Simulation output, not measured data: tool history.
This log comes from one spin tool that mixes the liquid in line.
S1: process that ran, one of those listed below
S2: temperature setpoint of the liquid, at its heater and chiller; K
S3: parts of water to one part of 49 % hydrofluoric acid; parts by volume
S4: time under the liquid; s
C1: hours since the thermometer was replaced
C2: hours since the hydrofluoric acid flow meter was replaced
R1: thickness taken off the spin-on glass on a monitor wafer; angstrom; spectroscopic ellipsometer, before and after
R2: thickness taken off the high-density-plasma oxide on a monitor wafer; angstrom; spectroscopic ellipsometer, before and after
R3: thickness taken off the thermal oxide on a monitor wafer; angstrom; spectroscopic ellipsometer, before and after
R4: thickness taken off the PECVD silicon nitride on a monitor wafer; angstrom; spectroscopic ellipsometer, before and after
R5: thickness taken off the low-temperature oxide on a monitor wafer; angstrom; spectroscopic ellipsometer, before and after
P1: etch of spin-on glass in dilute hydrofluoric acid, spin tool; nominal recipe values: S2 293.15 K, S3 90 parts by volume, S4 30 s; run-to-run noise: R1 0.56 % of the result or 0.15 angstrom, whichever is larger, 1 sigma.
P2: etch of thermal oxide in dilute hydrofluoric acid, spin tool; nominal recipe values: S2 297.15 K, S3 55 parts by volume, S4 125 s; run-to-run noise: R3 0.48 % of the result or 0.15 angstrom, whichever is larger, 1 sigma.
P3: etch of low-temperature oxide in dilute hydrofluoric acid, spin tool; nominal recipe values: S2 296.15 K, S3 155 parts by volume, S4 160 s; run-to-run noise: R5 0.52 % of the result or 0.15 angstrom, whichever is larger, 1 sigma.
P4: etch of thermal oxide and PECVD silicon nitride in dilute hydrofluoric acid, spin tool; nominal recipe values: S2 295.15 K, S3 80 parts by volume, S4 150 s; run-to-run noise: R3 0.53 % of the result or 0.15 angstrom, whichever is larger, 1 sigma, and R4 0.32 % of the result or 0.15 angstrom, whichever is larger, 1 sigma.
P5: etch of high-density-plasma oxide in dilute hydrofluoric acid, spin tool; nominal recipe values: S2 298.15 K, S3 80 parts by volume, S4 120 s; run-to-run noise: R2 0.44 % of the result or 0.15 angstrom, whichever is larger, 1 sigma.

Run 1, hour 4.2: S1 P1, S2 293.15 K, S3 90 parts by volume, S4 30 s; C1 769.2; C2 1128.2. Result: R1 99.541 angstrom.
Run 2, hour 11.3: S1 P5, S2 298.15 K, S3 80 parts by volume, S4 220 s; C1 776.3; C2 1135.3. Result: R2 144.2 angstrom.
Run 3, hour 17.5: S1 P5, S2 294.15 K, S3 80 parts by volume, S4 120 s; C1 782.5; C2 1141.5. Result: R2 67.179 angstrom.
Run 4, hour 24.6: S1 P1, S2 293.15 K, S3 125 parts by volume, S4 30 s; C1 789.6; C2 1148.6. Result: R1 69.706 angstrom.
Run 5, hour 30.5: S1 P4, S2 295.15 K, S3 80 parts by volume, S4 290 s; C1 795.5; C2 1154.5. Result: R3 161.54 angstrom, R4 130.47 angstrom.
Run 6, hour 36.5: S1 P2, S2 297.15 K, S3 55 parts by volume, S4 125 s; C1 801.5; C2 1160.5. Result: R3 118.21 angstrom.
Run 7, hour 41.7: S1 P1, S2 293.15 K, S3 90 parts by volume, S4 30 s; C1 806.7; C2 1165.7. Result: R1 99.337 angstrom.
Run 8, hour 45.6: S1 P3, S2 296.15 K, S3 155 parts by volume, S4 160 s; C1 810.6; C2 1169.6. Result: R5 129.45 angstrom.
Run 9, hour 50.9: S1 P5, S2 298.15 K, S3 80 parts by volume, S4 120 s; C1 815.9; C2 1174.9. Result: R2 78.001 angstrom.
Run 10, hour 56.8: S1 P1, S2 293.15 K, S3 90 parts by volume, S4 30 s; C1 821.8; C2 1180.8. Result: R1 98.453 angstrom.
Run 11, hour 60.3: S1 P2, S2 297.15 K, S3 55 parts by volume, S4 125 s; C1 825.3; C2 1184.3. Result: R3 118.93 angstrom.
Run 12, hour 65.3: S1 P1, S2 293.15 K, S3 90 parts by volume, S4 30 s; C1 830.3; C2 1189.3. Result: R1 99.276 angstrom.
Run 13, hour 72: S1 P2, S2 302.65 K, S3 55 parts by volume, S4 125 s; C1 837; C2 1196. Result: R3 147.53 angstrom.
Run 14, hour 77: S1 P4, S2 295.15 K, S3 130 parts by volume, S4 150 s; C1 842; C2 1201. Result: R3 48.958 angstrom, R4 41.636 angstrom.
Run 15, hour 84.1: S1 P1, S2 293.15 K, S3 90 parts by volume, S4 15 s; C1 849.1; C2 1208.1. Result: R1 49.822 angstrom.
Run 16, hour 89.6: S1 P4, S2 295.15 K, S3 80 parts by volume, S4 150 s; C1 854.6; C2 1213.6. Result: R3 83.66 angstrom, R4 66.761 angstrom.
Run 17, hour 95.1: S1 P1, S2 290.15 K, S3 90 parts by volume, S4 30 s; C1 860.1; C2 1219.1. Result: R1 88 angstrom.
Run 18, hour 98.5: S1 P1, S2 293.15 K, S3 135 parts by volume, S4 15 s; C1 863.5; C2 1222.5. Result: R1 31.726 angstrom.
Run 19, hour 102.9: S1 P1, S2 293.15 K, S3 90 parts by volume, S4 65 s; C1 867.9; C2 1226.9. Result: R1 213.93 angstrom.
Run 20, hour 108.1: S1 P4, S2 290.15 K, S3 80 parts by volume, S4 150 s; C1 873.1; C2 1232.1. Result: R3 68.346 angstrom, R4 47.459 angstrom.
Run 21, hour 113.3: S1 P1, S2 293.15 K, S3 90 parts by volume, S4 30 s; C1 878.3; C2 1237.3. Result: R1 99.136 angstrom.
Run 22, hour 119.4: S1 P3, S2 290.15 K, S3 155 parts by volume, S4 160 s; C1 884.4; C2 1243.4. Result: R5 101.65 angstrom.
Run 23, hour 124: S1 P1, S2 293.15 K, S3 35 parts by volume, S4 30 s; C1 889; C2 1248. Result: R1 270.56 angstrom.
Run 24, hour 128.6: S1 P5, S2 298.15 K, S3 130 parts by volume, S4 120 s; C1 893.6; C2 1252.6. Result: R2 44.978 angstrom.
Run 25, hour 134.8: S1 P3, S2 296.15 K, S3 70 parts by volume, S4 160 s; C1 899.8; C2 1258.8. Result: R5 317.09 angstrom.
Run 26, hour 140.3: S1 P4, S2 295.15 K, S3 80 parts by volume, S4 150 s; C1 905.3; C2 1264.3. Result: R3 83.325 angstrom, R4 67.657 angstrom.
Run 27, hour 145.1: S1 P3, S2 296.15 K, S3 155 parts by volume, S4 160 s; C1 910.1; C2 1269.1. Result: R5 129.91 angstrom.
Run 28, hour 151.7: S1 P1, S2 293.15 K, S3 90 parts by volume, S4 30 s; C1 916.7; C2 1275.7. Result: R1 99.986 angstrom.
Run 29, hour 157.7: S1 P1, S2 297.15 K, S3 90 parts by volume, S4 30 s; C1 922.7; C2 1281.7. Result: R1 117.59 angstrom.
Run 30, hour 165.2: S1 P3, S2 296.15 K, S3 155 parts by volume, S4 75 s; C1 930.2; C2 1289.2. Result: R5 60.955 angstrom.
Run 31, hour 170.2: S1 P2, S2 297.15 K, S3 85 parts by volume, S4 125 s; C1 935.2; C2 1294.2. Result: R3 73.447 angstrom.
Run 32, hour 175.7: S1 P2, S2 297.15 K, S3 55 parts by volume, S4 240 s; C1 940.7; C2 1299.7. Result: R3 225.93 angstrom.
Run 33, hour 180.1: S1 P5, S2 298.15 K, S3 80 parts by volume, S4 120 s; C1 945.1; C2 1304.1. Result: R2 78.315 angstrom.
Run 34, hour 187.6: S1 P1, S2 293.15 K, S3 90 parts by volume, S4 30 s; C1 952.6; C2 1311.6. Result: R1 99.351 angstrom.
Run 35, hour 191: S1 P1, S2 293.15 K, S3 90 parts by volume, S4 30 s; C1 956; C2 1315. Result: R1 102.07 angstrom.
Run 36, hour 197: S1 P1, S2 293.15 K, S3 90 parts by volume, S4 30 s; C1 962; C2 1321. Result: R1 104.08 angstrom.
Run 37, hour 204.2: S1 P1, S2 293.15 K, S3 90 parts by volume, S4 30 s; C1 969.2; C2 1328.2. Result: R1 105.03 angstrom.
Run 38, hour 210.6: S1 P1, S2 293.15 K, S3 90 parts by volume, S4 30 s; C1 975.6; C2 1334.6. Result: R1 106.31 angstrom.
Run 39, hour 215.5: S1 P1, S2 293.15 K, S3 90 parts by volume, S4 30 s; C1 980.5; C2 1339.5. Result: R1 107.68 angstrom.
Run 40, hour 219: S1 P1, S2 293.15 K, S3 90 parts by volume, S4 30 s; C1 984; C2 1343. Result: R1 107.38 angstrom.
Run 41, hour 224.5: S1 P1, S2 293.15 K, S3 90 parts by volume, S4 30 s; C1 989.5; C2 1348.5. Result: R1 107.81 angstrom.
Run 42, hour 228.5: S1 P1, S2 293.15 K, S3 90 parts by volume, S4 30 s; C1 993.5; C2 1352.5. Result: R1 108.15 angstrom.
Run 43, hour 232: S1 P1, S2 293.15 K, S3 90 parts by volume, S4 30 s; C1 997; C2 1356. Result: R1 106.89 angstrom.
Run 44, hour 236: S1 P1, S2 293.15 K, S3 90 parts by volume, S4 30 s; C1 1001; C2 1360. Result: R1 107.25 angstrom.
Run 45, hour 242.5: S1 P1, S2 293.15 K, S3 90 parts by volume, S4 30 s; C1 1007.5; C2 1366.5. Result: R1 108.4 angstrom.

What P1 gives has crept away from where it was. These 2 causes fit the log equally well, each at the size given:
A: liquid hotter than its thermometer reads (K) = 2.03
B: hydrofluoric acid flow above the setpoint (%) = 7.83
The drift started at roughly hour 187.6.

Listed below are the offered check runs, one wafer per run, with question marks in place of results. For which of them would the causes give clearly different outcomes?
Run check 1, hour 249: S1 P2, S2 302.15 K, S3 55 parts by volume, S4 230 s. Result: R3 ?.
Run check 2, hour 249: S1 P3, S2 290.15 K, S3 80 parts by volume, S4 160 s. Result: R5 ?.
Run check 3, hour 249: S1 P5, S2 298.15 K, S3 120 parts by volume, S4 190 s. Result: R2 ?.
Run check 4, hour 249: S1 P4, S2 295.15 K, S3 105 parts by volume, S4 225 s. Result: R3 ?, R4 ?.

Check results expected under each cause:
  check  result    if A    if B
check 1      R3   288.2  288.77
check 2      R5   232.4  231.41
check 3      R2   85.05  85.758
check 4      R3     101  101.35
check 4      R4  88.276  83.084
Gap, in per cent, between the two causes that each check separates least, read from the result that separates them most: check 1 0.2 %; check 2 0.43 %; check 3 0.83 %; check 4 6.06 %
The causes can be told apart only by check 4. The other checks would give nearly the same results under each of them.

Here is what check 4 returned: R3 100.74 angstrom; R4 83.501 angstrom. Which cause is it?

The correct cause is B, namely: hydrofluoric acid flow above the setpoint (%).
